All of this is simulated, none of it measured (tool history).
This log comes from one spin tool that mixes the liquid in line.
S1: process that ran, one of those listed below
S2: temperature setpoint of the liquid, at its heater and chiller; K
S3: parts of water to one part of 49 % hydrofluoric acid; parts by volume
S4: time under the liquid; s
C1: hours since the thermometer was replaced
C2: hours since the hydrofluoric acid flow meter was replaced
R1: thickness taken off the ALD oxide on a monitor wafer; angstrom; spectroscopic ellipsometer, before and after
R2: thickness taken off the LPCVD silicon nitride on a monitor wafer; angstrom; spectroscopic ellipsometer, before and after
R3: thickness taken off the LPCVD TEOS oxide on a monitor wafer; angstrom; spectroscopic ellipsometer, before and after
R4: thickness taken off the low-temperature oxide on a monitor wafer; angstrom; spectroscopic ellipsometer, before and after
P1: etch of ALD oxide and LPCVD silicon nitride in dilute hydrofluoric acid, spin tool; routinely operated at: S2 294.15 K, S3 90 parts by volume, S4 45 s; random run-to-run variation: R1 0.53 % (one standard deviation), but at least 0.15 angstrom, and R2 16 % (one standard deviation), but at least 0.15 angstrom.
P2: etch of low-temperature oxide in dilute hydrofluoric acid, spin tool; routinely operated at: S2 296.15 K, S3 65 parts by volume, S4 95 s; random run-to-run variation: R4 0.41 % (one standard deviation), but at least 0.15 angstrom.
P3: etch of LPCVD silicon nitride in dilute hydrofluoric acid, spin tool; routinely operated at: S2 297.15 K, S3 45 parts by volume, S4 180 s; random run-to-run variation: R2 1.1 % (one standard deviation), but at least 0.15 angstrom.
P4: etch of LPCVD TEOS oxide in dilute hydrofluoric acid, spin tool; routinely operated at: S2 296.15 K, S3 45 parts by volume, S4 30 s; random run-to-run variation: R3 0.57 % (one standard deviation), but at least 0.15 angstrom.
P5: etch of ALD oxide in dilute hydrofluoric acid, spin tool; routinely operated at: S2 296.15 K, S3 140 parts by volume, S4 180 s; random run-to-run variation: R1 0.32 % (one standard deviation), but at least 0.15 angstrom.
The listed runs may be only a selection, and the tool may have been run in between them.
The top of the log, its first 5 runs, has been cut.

| run | hour | S1 | S2 | S3 | S4 | C1 | C2 | R1 | R2 | R3 | R4 |
|---|---|---|---|---|---|---|---|---|---|---|---|
| 6 | 22.5 | P4 | 296.15 | 75 | 30 | 361.5 | 202.7 |  |  | 221.75 |  |
| 7 | 25.3 | P2 | 296.15 | 65 | 45 | 364.3 | 205.5 |  |  |  | 172.26 |
| 8 | 29.6 | P1 | 294.15 | 40 | 45 | 368.6 | 209.8 | 330.69 | 3.2359 |  |  |
| 9 | 32.7 | P5 | 296.15 | 140 | 180 | 371.7 | 212.9 | 279.3 |  |  |  |
| 10 | 37.5 | P1 | 294.15 | 125 | 45 | 376.5 | 217.7 | 97.294 | 1.9559 |  |  |
| 11 | 41.3 | P3 | 297.15 | 45 | 180 | 380.3 | 221.5 |  | 19.678 |  |  |
| 12 | 45.5 | P2 | 296.15 | 65 | 95 | 384.5 | 225.7 |  |  |  | 362.7 |
| 13 | 49.7 | P1 | 294.15 | 90 | 80 | 388.7 | 229.9 | 247.62 | 2.4756 |  |  |
| 14 | 52.6 | P3 | 297.15 | 45 | 180 | 391.6 | 232.8 |  | 19.581 |  |  |
| 15 | 56.2 | P1 | 290.15 | 90 | 45 | 395.2 | 236.4 | 117.92 | 1.5411 |  |  |
| 16 | 59.9 | P1 | 294.15 | 90 | 45 | 398.9 | 240.1 | 139.9 | 1.4444 |  |  |
| 17 | 64 | P5 | 296.15 | 140 | 15 | 403 | 244.2 | 23.517 |  |  |  |
| 18 | 67.1 | P5 | 303.15 | 140 | 180 | 406.1 | 247.3 | 363.27 |  |  |  |
| 19 | 70.8 | P3 | 290.15 | 45 | 180 | 409.8 | 251 |  | 12.555 |  |  |
| 20 | 73.4 | P1 | 294.15 | 90 | 45 | 412.4 | 253.6 | 140.58 | 1.9046 |  |  |
| 21 | 75.8 | P4 | 296.15 | 45 | 30 | 414.8 | 256 |  |  | 382.08 |  |
| 22 | 79.2 | P1 | 294.15 | 90 | 45 | 418.2 | 259.4 | 139.99 | 1.7948 |  |  |
| 23 | 81.6 | P3 | 297.15 | 45 | 75 | 420.6 | 261.8 |  | 8.8369 |  |  |
| 24 | 86.4 | P4 | 296.15 | 45 | 15 | 425.4 | 266.6 |  |  | 190.95 |  |
| 25 | 89.8 | P1 | 294.15 | 90 | 45 | 428.8 | 270 | 138.48 | 1.3876 |  |  |
| 26 | 94.3 | P4 | 303.65 | 45 | 30 | 433.3 | 274.5 |  |  | 520.42 |  |
| 27 | 96.9 | P1 | 290.15 | 50 | 45 | 435.9 | 277.1 | 221.39 | 2.0981 |  |  |

What will run 28 give?
| 28 | 102.2 | P4 | 296.15 | 45 | 30 | 441.2 | 282.4 |  |  | ? |  |

Run 28 yielded R3 385.47 angstrom.
